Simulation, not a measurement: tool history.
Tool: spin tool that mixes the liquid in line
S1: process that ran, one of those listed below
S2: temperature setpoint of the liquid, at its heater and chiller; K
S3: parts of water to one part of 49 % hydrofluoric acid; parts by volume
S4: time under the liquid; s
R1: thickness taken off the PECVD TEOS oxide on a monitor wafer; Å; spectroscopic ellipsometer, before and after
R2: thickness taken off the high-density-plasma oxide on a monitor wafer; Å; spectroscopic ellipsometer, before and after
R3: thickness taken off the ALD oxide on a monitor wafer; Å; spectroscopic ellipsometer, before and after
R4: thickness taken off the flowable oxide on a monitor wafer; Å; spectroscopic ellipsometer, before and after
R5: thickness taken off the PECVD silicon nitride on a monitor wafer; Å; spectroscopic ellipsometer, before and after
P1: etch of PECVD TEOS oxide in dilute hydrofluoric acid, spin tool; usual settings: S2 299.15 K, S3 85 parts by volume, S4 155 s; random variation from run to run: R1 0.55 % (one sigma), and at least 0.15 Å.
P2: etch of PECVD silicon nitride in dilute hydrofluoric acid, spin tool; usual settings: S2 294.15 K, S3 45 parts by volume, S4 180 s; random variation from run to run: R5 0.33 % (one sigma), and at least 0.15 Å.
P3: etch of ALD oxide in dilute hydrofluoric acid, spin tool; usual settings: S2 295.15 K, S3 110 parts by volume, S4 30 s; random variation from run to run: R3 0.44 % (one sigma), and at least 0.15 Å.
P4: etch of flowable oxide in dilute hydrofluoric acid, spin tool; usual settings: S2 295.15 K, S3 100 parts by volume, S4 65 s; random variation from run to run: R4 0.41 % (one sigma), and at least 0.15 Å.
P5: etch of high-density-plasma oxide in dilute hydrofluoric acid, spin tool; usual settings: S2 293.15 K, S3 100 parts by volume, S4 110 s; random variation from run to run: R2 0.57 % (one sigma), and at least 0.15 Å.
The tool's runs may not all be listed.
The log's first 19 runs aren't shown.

Run 20, day 4.696: S1 P2, S2 290.15 K, S3 45 parts by volume, S4 180 s. Result: R5 93.541 Å.
Run 21, day 4.875: S1 P2, S2 294.15 K, S3 45 parts by volume, S4 180 s. Result: R5 123.980 Å.
Run 22, day 5.017: S1 P1, S2 299.15 K, S3 25 parts by volume, S4 155 s. Result: R1 1557.80 Å.
Run 23, day 5.192: S1 P3, S2 295.15 K, S3 110 parts by volume, S4 15 s. Result: R3 23.621 Å.
Run 24, day 5.417: S1 P4, S2 295.15 K, S3 100 parts by volume, S4 65 s. Result: R4 244.77 Å.
Run 25, day 5.612: S1 P3, S2 301.15 K, S3 110 parts by volume, S4 30 s. Result: R3 60.126 Å.
Run 26, day 5.746: S1 P1, S2 299.15 K, S3 85 parts by volume, S4 155 s. Result: R1 423.38 Å.
Run 27, day 5.950: S1 P2, S2 294.15 K, S3 25 parts by volume, S4 180 s. Result: R5 219.090 Å.
Run 28, day 6.079: S1 P2, S2 294.15 K, S3 45 parts by volume, S4 20 s. Result: R5 13.750 Å.
Run 29, day 6.304: S1 P1, S2 299.15 K, S3 85 parts by volume, S4 155 s. Result: R1 422.05 Å.
Run 30, day 6.567: S1 P1, S2 299.15 K, S3 85 parts by volume, S4 155 s. Result: R1 424.32 Å.
Run 31, day 6.842: S1 P1, S2 299.15 K, S3 85 parts by volume, S4 155 s. Result: R1 423.82 Å.

Run 32 comes next. What will it give?
Run 32, day 7.008: S1 P1, S2 299.15 K, S3 85 parts by volume, S4 155 s. Result: R1 ?.

{"run 32": {"R1": 412.67}}

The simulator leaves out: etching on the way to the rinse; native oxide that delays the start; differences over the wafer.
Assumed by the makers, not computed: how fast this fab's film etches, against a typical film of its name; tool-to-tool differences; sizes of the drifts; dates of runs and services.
